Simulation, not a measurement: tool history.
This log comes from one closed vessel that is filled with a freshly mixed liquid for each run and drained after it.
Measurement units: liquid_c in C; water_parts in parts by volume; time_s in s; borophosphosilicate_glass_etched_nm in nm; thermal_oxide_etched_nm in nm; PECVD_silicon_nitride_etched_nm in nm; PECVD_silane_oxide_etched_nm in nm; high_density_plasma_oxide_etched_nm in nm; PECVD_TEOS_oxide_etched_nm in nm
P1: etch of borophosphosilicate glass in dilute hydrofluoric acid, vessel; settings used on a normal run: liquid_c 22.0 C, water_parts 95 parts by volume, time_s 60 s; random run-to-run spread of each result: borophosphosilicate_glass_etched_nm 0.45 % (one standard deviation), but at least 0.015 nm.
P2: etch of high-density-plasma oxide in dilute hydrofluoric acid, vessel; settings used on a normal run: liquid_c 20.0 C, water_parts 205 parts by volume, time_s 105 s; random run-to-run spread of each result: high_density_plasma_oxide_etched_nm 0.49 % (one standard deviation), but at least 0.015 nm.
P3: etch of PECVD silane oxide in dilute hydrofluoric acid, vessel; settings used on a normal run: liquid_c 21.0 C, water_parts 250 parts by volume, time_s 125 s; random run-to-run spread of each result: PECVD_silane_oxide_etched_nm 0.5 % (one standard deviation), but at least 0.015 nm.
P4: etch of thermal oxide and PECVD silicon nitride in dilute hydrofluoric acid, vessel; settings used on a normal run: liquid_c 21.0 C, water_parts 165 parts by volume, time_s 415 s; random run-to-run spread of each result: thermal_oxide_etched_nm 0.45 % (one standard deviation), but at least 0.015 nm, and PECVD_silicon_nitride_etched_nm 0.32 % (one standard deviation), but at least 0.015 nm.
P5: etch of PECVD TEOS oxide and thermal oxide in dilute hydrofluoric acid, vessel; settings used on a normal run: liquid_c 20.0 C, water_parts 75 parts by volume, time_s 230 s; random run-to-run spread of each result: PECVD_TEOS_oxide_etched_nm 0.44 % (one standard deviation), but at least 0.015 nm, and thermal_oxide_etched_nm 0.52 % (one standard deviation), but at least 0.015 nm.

run,day,process,liquid_c,water_parts,time_s,hours since the thermometer was replaced,hours since the hydrofluoric acid flow meter was replaced,borophosphosilicate_glass_etched_nm,thermal_oxide_etched_nm,PECVD_silicon_nitride_etched_nm,PECVD_silane_oxide_etched_nm,high_density_plasma_oxide_etched_nm,PECVD_TEOS_oxide_etched_nm
1,0.246,P1,22.0,95,60,1773.9,613.1,16.8970,,,,,
2,0.525,P4,21.0,165,415,1780.6,619.8,,10.1880,7.9632,,,
3,0.979,P3,17.0,250,125,1791.5,630.7,,,,16.7820,,
4,1.308,P1,17.0,95,60,1799.4,638.6,13.5990,,,,,
5,1.767,P2,20.0,205,105,1810.4,649.6,,,,,4.3123,
6,2.238,P3,21.0,145,125,1821.7,660.9,,,,37.6810,,
7,2.642,P3,21.0,250,35,1831.4,670.6,,,,5.4542,,
8,3.167,P1,22.0,95,60,1844.0,683.2,16.9370,,,,,
9,3.588,P1,22.0,45,60,1854.1,693.3,37.8420,,,,,
10,4.012,P5,20.0,75,230,1864.3,703.5,,13.0930,,,,40.5190
11,4.367,P2,20.0,205,45,1872.8,712.0,,,,,1.8502,
12,4.875,P1,22.0,150,60,1885.0,724.2,9.9801,,,,,
13,5.208,P5,17.0,75,230,1893.0,732.2,,11.5360,,,,35.4850
14,5.688,P2,20.0,45,105,1904.5,743.7,,,,,23.2770,
15,5.967,P4,21.0,235,415,1911.2,750.4,,6.5733,5.6476,,,
16,6.225,P4,21.0,165,80,1917.4,756.6,,1.9628,1.5512,,,
17,6.450,P1,18.0,95,115,1922.8,762.0,27.1060,,,,,
18,6.779,P2,20.0,205,105,1930.7,769.9,,,,,4.3307,
19,7.250,P3,21.0,250,125,1942.0,781.2,,,,19.2870,,
20,7.517,P1,22.0,95,60,1948.4,787.6,16.8030,,,,,
21,7.912,P1,22.0,95,60,1957.9,797.1,16.8000,,,,,
22,8.350,P5,20.0,75,40,1968.4,807.6,,2.2791,,,,7.0063
23,8.662,P1,22.0,95,60,1975.9,815.1,16.8090,,,,,
24,9.017,P4,28.0,165,415,1984.4,823.6,,13.3180,12.4760,,,
25,9.292,P1,28.5,95,60,1991.0,830.2,21.5640,,,,,
26,9.779,P2,17.0,205,105,2002.7,841.9,,,,,3.8330,
27,10.267,P5,20.0,75,230,2014.4,853.6,,13.1830,,,,40.3050
28,10.700,P1,22.0,95,60,2024.8,864.0,16.8680,,,,,
29,11.200,P1,27.5,95,30,2036.8,876.0,10.3430,,,,,
30,11.675,P1,22.0,95,110,2048.2,887.4,31.0240,,,,,
31,11.925,P1,22.0,95,60,2054.2,893.4,16.7560,,,,,
32,12.167,P1,22.0,95,30,2060.0,899.2,8.3472,,,,,
33,12.671,P5,20.0,135,230,2072.1,911.3,,6.7618,,,,20.8870
34,12.988,P1,22.0,95,60,2079.7,918.9,16.7530,,,,,
35,13.246,P1,22.0,95,60,2085.9,925.1,16.3720,,,,,
36,13.571,P1,22.0,95,60,2093.7,932.9,16.1570,,,,,
37,13.867,P1,22.0,95,60,2100.8,940.0,15.8330,,,,,
38,14.092,P1,22.0,95,60,2106.2,945.4,15.6270,,,,,
39,14.567,P1,22.0,95,60,2117.6,956.8,15.6470,,,,,
40,14.938,P1,22.0,95,60,2126.5,965.7,15.4470,,,,,
41,15.271,P1,22.0,95,60,2134.5,973.7,15.4610,,,,,
42,15.683,P1,22.0,95,60,2144.4,983.6,15.3470,,,,,
43,15.946,P1,22.0,95,60,2150.7,989.9,15.4810,,,,,
44,16.396,P1,22.0,95,60,2161.5,1000.7,15.4430,,,,,

What P1 gives has crept off from where it sat before. The 2 causes that follow fit the log equally well, each at the size noted:
A: liquid colder than its thermometer reads (K) = 2.19
B: hydrofluoric acid flow below the setpoint (%) = 7.69
The drift started at roughly day 12.988.

Which of the 4 check runs listed below separates the causes, so that each cause would produce a clearly different result? Each run uses one wafer, and its results are marked with question marks.
check 1,16.846,P2,17.0,205,105,,,,,,,?,
check 2,16.846,P5,17.0,125,230,,,,?,,,,?
check 3,16.846,P3,17.0,250,125,,,,,,?,,
check 4,16.846,P4,26.5,165,415,,,,?,?,,,

What each check would give under each cause:
check,result,if A,if B
check 1,high_density_plasma_oxide_etched_nm,3.5083,3.4827
check 2,thermal_oxide_etched_nm,5.9883,5.9981
check 2,PECVD_TEOS_oxide_etched_nm,18.4330,18.4630
check 3,PECVD_silane_oxide_etched_nm,15.3380,15.1570
check 4,thermal_oxide_etched_nm,11.5070,11.3410
check 4,PECVD_silicon_nitride_etched_nm,9.8873,10.4840
Per check, the gap between the least separated pair of causes, taken in the result that splits them most: check 1 0.73 %; check 2 0.16 %; check 3 1.19 %; check 4 5.86 %
Only in check 4 would the causes give clearly different results; in the remaining checks their results would be nearly the same.

After running check 4, the following was obtained: thermal_oxide_etched_nm 11.4900 nm; PECVD_silicon_nitride_etched_nm 9.8810 nm. Which cause does this point to?

It is A: liquid colder than its thermometer reads (K).

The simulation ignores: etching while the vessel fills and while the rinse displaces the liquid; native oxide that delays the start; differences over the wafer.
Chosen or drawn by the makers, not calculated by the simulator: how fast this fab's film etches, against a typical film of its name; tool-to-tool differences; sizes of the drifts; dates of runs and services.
